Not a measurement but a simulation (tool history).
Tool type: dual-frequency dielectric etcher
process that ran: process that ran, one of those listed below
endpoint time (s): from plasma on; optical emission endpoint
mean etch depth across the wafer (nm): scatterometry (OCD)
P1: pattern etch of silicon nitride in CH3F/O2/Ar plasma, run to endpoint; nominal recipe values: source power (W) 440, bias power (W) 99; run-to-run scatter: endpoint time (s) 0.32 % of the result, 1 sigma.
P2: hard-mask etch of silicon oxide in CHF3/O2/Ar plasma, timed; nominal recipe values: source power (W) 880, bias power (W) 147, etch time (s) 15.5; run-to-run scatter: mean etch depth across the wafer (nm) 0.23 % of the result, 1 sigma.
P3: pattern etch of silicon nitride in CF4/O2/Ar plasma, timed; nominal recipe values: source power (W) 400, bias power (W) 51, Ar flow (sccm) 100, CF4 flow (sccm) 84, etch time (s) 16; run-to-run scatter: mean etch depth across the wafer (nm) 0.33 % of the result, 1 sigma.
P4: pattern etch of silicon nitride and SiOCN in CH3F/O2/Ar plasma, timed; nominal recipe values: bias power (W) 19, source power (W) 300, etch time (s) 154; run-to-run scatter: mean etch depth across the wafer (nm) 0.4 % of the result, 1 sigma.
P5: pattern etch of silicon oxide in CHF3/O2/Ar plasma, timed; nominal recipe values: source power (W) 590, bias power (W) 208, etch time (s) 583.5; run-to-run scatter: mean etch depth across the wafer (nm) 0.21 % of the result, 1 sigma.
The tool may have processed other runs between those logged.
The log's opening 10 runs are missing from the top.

run   hour  process that ran  source power (W)  bias power (W)  etch time (s)  Ar flow (sccm)  CF4 flow (sccm)  hours since the last wet clean  hours since the last source power generator calibration  hours since the last bias power generator calibration  endpoint time (s)  mean etch depth across the wafer (nm)
 11  136.8                P1               560              79                                                                           442.3                                                   1322.6                                                 2826.9             48.982
 12  150.1                P1               440              99                                                                           455.6                                                   1335.9                                                 2840.2             49.592
 13  159.5                P3               400              51             16             100               84                             465                                                   1345.3                                                 2849.6                                                    24.886
 14  169.6                P1               440              99                                                                           475.1                                                   1355.4                                                 2859.7             49.309
 15  176.7                P3               400              35             16             100               84                           482.2                                                   1362.5                                                 2866.8                                                    21.676
 16  184.3                P3               400              51             16             120               84                           489.8                                                   1370.1                                                 2874.4                                                    24.409
 17  193.9                P5               590             208          583.5                                                            499.4                                                   1379.7                                                   2884                                                    1167.5
 18  203.8                P1               440              57                                                                           509.3                                                   1389.6                                                 2893.9             60.123
     217.6  -- source power generator calibrated
 19  219.5                P1               440              99                                                                             525                                                      1.9                                                 2909.6             49.691
 20  227.6                P4               300              19            154                                                            533.1                                                       10                                                 2917.7                                                    17.322
 21  241.8                P1               440              99                                                                           547.3                                                     24.2                                                 2931.9             49.558
 22  253.3                P2              1240             147           15.5                                                            558.8                                                     35.7                                                 2943.4                                                    38.165
 23  266.1                P3               530              51             16             100               84                           571.6                                                     48.5                                                 2956.2                                                    31.739
 24  280.1                P4               300              19          103.5                                                            585.6                                                     62.5                                                 2970.2                                                    11.603
 25  289.5                P5               350             208          583.5                                                              595                                                     71.9                                                 2979.6                                                    962.77
 26  303.8                P1               530              99                                                                           609.3                                                     86.2                                                 2993.9              46.37
 27  316.5                P3               400              51             16             100               61                             622                                                     98.9                                                 3006.6                                                    23.819
 28    329                P4               300              19            154                                                            634.5                                                    111.4                                                 3019.1                                                    17.262
 29  341.2                P5               590             208          583.5                                                            646.7                                                    123.6                                                 3031.3                                                      1170
 30  352.7                P5               590             208          854.5                                                            658.2                                                    135.1                                                 3042.8                                                    1711.1
 31  363.1                P2               880             195           15.5                                                            668.6                                                    145.5                                                 3053.2                                                    36.682
 32  378.2                P1               440             129                                                                           683.7                                                    160.6                                                 3068.3             44.863

Predict the results of run 33:
 33  391.6                P1               440              99                                                                           697.1                                                      174                                                 3081.7                  ?

endpoint time (s): 49.76
